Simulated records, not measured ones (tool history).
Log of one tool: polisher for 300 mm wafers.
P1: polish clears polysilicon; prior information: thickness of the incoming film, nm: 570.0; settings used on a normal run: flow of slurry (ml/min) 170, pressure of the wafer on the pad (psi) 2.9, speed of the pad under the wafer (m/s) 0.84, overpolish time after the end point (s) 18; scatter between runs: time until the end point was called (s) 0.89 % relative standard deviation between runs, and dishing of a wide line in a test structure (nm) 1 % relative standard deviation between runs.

run,hour,flow of slurry (ml/min),pressure of the wafer on the pad (psi),speed of the pad under the wafer (m/s),overpolish time after the end point (s),wafers polished on this pad,hours since the slurry nozzle was cleaned,hours since the head pressure was calibrated,time until the end point was called (s),dishing of a wide line in a test structure (nm)
1,9.2,170,2.9,0.84,18,826,137.2,187.5,51.455,61.618
2,21.3,170,1.3,0.84,18,986,149.3,199.6,115.850,47.847
3,35.8,170,2.9,0.84,18,1177,163.8,214.1,50.798,61.276
4,47.5,170,2.9,1.20,18,1331,175.5,225.8,36.703,63.938
5,58.6,170,4.3,0.84,18,1477,186.6,236.9,34.547,64.380
6,70.8,170,2.9,0.84,18,1638,198.8,249.1,51.647,62.039
7,86.0,170,2.9,0.84,18,1838,214.0,264.3,51.202,62.010
8,97.3,170,2.9,0.54,18,1987,225.3,275.6,78.948,55.165
9,108.9,170,2.9,0.84,33,2140,236.9,287.2,51.208,63.771
10,118.7,100,4.2,0.84,18,2270,246.7,297.0,39.085,63.027
11,129.8,220,2.9,0.84,18,2416,257.8,308.1,48.799,61.526
12,144.1,170,2.9,0.84,6,2604,272.1,322.4,52.451,41.766
13,158.0,170,2.9,0.84,18,2788,286.0,336.3,51.102,61.398
14,173.0,100,2.9,0.84,18,2985,301.0,351.3,56.675,62.037
15,188.3,170,2.9,0.84,18,3187,316.3,366.6,51.930,61.879
16,202.8,170,2.9,0.84,18,3378,330.8,381.1,54.173,60.804
17,217.7,170,2.9,0.84,18,3575,345.7,396.0,55.122,60.870

Predict the results of run 18:
18,224.8,170,2.9,0.84,18,3668,352.8,403.1,?,?

Logged for run 18: time until the end point was called (s) 55.557, dishing of a wide line in a test structure (nm) 60.614.
